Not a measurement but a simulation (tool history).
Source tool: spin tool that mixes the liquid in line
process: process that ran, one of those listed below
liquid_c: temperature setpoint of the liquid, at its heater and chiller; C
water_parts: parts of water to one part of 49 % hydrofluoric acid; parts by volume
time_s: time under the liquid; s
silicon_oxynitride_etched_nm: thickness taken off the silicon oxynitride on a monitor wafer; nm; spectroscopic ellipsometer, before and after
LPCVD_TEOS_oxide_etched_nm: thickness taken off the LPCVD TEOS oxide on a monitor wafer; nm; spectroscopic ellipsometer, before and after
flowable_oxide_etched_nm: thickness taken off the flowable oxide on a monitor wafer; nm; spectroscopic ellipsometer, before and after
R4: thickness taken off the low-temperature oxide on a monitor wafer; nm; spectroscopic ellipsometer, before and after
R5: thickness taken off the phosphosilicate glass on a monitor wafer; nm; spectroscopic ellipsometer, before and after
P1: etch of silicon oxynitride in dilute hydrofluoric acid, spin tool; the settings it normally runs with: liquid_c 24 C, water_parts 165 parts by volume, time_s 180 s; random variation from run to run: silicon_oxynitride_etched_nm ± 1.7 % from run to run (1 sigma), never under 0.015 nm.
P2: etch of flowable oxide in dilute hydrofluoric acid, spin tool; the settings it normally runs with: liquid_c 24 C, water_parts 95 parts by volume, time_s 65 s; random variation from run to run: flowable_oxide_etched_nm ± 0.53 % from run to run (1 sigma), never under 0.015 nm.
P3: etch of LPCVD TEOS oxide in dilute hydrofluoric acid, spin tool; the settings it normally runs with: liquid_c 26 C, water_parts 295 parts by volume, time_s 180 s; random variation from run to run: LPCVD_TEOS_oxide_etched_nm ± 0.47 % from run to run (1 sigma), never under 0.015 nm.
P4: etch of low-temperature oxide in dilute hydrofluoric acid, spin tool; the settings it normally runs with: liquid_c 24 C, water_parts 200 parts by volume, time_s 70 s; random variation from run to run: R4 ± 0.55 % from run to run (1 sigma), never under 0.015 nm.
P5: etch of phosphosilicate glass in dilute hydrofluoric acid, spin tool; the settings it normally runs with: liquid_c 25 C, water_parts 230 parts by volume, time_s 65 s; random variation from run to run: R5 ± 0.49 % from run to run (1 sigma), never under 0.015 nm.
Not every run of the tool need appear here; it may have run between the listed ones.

run 1 hour=3.2 | process=P1 liquid_c=24 water_parts=165 time_s=180 | silicon_oxynitride_etched_nm=1.6366
run 2 hour=5.1 | process=P1 liquid_c=24 water_parts=255 time_s=180 | silicon_oxynitride_etched_nm=0.97921
run 3 hour=9 | process=P3 liquid_c=26 water_parts=295 time_s=305 | LPCVD_TEOS_oxide_etched_nm=31.995
run 4 hour=13 | process=P2 liquid_c=24 water_parts=95 time_s=65 | flowable_oxide_etched_nm=22.299
run 5 hour=16.1 | process=P1 liquid_c=30 water_parts=165 time_s=180 | silicon_oxynitride_etched_nm=2.0902
run 6 hour=20.3 | process=P2 liquid_c=24 water_parts=95 time_s=120 | flowable_oxide_etched_nm=41.14
run 7 hour=24.1 | process=P1 liquid_c=24 water_parts=165 time_s=180 | silicon_oxynitride_etched_nm=1.6405
run 8 hour=26.3 | process=P1 liquid_c=24 water_parts=165 time_s=360 | silicon_oxynitride_etched_nm=3.2387
run 9 hour=28.3 | process=P4 liquid_c=24 water_parts=35 time_s=70 | R4=41.322
run 10 hour=32.1 | process=P5 liquid_c=30.5 water_parts=230 time_s=65 | R5=31.579
run 11 hour=34.9 | process=P2 liquid_c=30 water_parts=95 time_s=65 | flowable_oxide_etched_nm=28.197
run 12 hour=37.8 | process=P4 liquid_c=29.5 water_parts=200 time_s=70 | R4=7.148
run 13 hour=41 | process=P1 liquid_c=24 water_parts=165 time_s=180 | silicon_oxynitride_etched_nm=1.6387
run 14 hour=43 | process=P1 liquid_c=19.5 water_parts=165 time_s=180 | silicon_oxynitride_etched_nm=1.3078
-- hour=45.2 thermometer replaced
run 15 hour=45.2 | process=P4 liquid_c=24 water_parts=200 time_s=70 | R4=5.9296
run 16 hour=48.4 | process=P2 liquid_c=24 water_parts=25 time_s=65 | flowable_oxide_etched_nm=94.209
run 17 hour=51.7 | process=P3 liquid_c=26 water_parts=100 time_s=180 | LPCVD_TEOS_oxide_etched_nm=70.463
run 18 hour=53.7 | process=P3 liquid_c=31.5 water_parts=295 time_s=180 | LPCVD_TEOS_oxide_etched_nm=22.72
run 19 hour=57.3 | process=P3 liquid_c=26 water_parts=295 time_s=180 | LPCVD_TEOS_oxide_etched_nm=19.054
run 20 hour=59.3 | process=P4 liquid_c=24 water_parts=200 time_s=40 | R4=3.3586
run 21 hour=61.5 | process=P1 liquid_c=24 water_parts=240 time_s=265 | silicon_oxynitride_etched_nm=1.5013
-- hour=62.8 hydrofluoric acid flow meter replaced
run 22 hour=64.5 | process=P1 liquid_c=24 water_parts=40 time_s=180 | silicon_oxynitride_etched_nm=7.668
run 23 hour=68.5 | process=P5 liquid_c=25 water_parts=230 time_s=20 | R5=7.9729
run 24 hour=70.7 | process=P1 liquid_c=24 water_parts=165 time_s=45 | silicon_oxynitride_etched_nm=0.42508
run 25 hour=73.5 | process=P3 liquid_c=26 water_parts=295 time_s=180 | LPCVD_TEOS_oxide_etched_nm=19.022
run 26 hour=76 | process=P5 liquid_c=25 water_parts=230 time_s=65 | R5=26.044
run 27 hour=80.2 | process=P5 liquid_c=25 water_parts=40 time_s=65 | R5=187.96
run 28 hour=82.5 | process=P1 liquid_c=24 water_parts=50 time_s=50 | silicon_oxynitride_etched_nm=1.6115
run 29 hour=86.1 | process=P1 liquid_c=30.5 water_parts=165 time_s=65 | silicon_oxynitride_etched_nm=0.79154
run 30 hour=89.5 | process=P1 liquid_c=24 water_parts=165 time_s=180 | silicon_oxynitride_etched_nm=1.6335
run 31 hour=92 | process=P1 liquid_c=24 water_parts=165 time_s=180 | silicon_oxynitride_etched_nm=1.6429
run 32 hour=95.5 | process=P1 liquid_c=24 water_parts=165 time_s=180 | silicon_oxynitride_etched_nm=1.5188
run 33 hour=98.2 | process=P1 liquid_c=24 water_parts=165 time_s=180 | silicon_oxynitride_etched_nm=1.5632
run 34 hour=100.7 | process=P1 liquid_c=24 water_parts=165 time_s=180 | silicon_oxynitride_etched_nm=1.4342
run 35 hour=104.6 | process=P1 liquid_c=24 water_parts=165 time_s=180 | silicon_oxynitride_etched_nm=1.5311
run 36 hour=107.3 | process=P1 liquid_c=24 water_parts=165 time_s=180 | silicon_oxynitride_etched_nm=1.4948
run 37 hour=110 | process=P1 liquid_c=24 water_parts=165 time_s=180 | silicon_oxynitride_etched_nm=1.4365
run 38 hour=113.1 | process=P1 liquid_c=24 water_parts=165 time_s=180 | silicon_oxynitride_etched_nm=1.4816
run 39 hour=116.1 | process=P1 liquid_c=24 water_parts=165 time_s=180 | silicon_oxynitride_etched_nm=1.4397
run 40 hour=119 | process=P1 liquid_c=24 water_parts=165 time_s=180 | silicon_oxynitride_etched_nm=1.4529

P1 has crept away from where it was. The log is fitted equally well by each of these 2 causes, at the sizes shown:
A: hydrofluoric acid flow below the setpoint (%) = 8.25
B: liquid colder than its thermometer reads (K) = 2.13
Onset of the creep was near hour 92.

Listed below are the offered check runs, one wafer per run, with question marks in place of results. For which of them would the causes give clearly different outcomes?
run check 1 hour=121.9 | process=P5 liquid_c=29 water_parts=60 time_s=65 | R5=?
run check 2 hour=121.9 | process=P3 liquid_c=26 water_parts=295 time_s=295 | LPCVD_TEOS_oxide_etched_nm=?
run check 3 hour=121.9 | process=P2 liquid_c=24 water_parts=35 time_s=65 | flowable_oxide_etched_nm=?
run check 4 hour=121.9 | process=P4 liquid_c=24 water_parts=75 time_s=70 | R4=?

If the cause were each of the candidates in turn, the checks would give the following:
check=check_1 result=R5 if_A=130.22 if_B=131.51
check=check_2 result=LPCVD_TEOS_oxide_etched_nm if_A=27.892 if_B=29.015
check=check_3 result=flowable_oxide_etched_nm if_A=59.855 if_B=59.912
check=check_4 result=R4 if_A=16.602 if_B=16.733
Distance between the nearest two causes, measured in the result of the check that separates them most: check 1 0.99 %; check 2 3.95 %; check 3 0.1 %; check 4 0.79 %
Check 2 is the one run that separates the causes; every other check would come out nearly the same whichever cause is at work.

Check 2 has now been run. It gave: LPCVD_TEOS_oxide_etched_nm 27.932 nm. Which of the candidate causes is it?

It was cause A: hydrofluoric acid flow below the setpoint (%).

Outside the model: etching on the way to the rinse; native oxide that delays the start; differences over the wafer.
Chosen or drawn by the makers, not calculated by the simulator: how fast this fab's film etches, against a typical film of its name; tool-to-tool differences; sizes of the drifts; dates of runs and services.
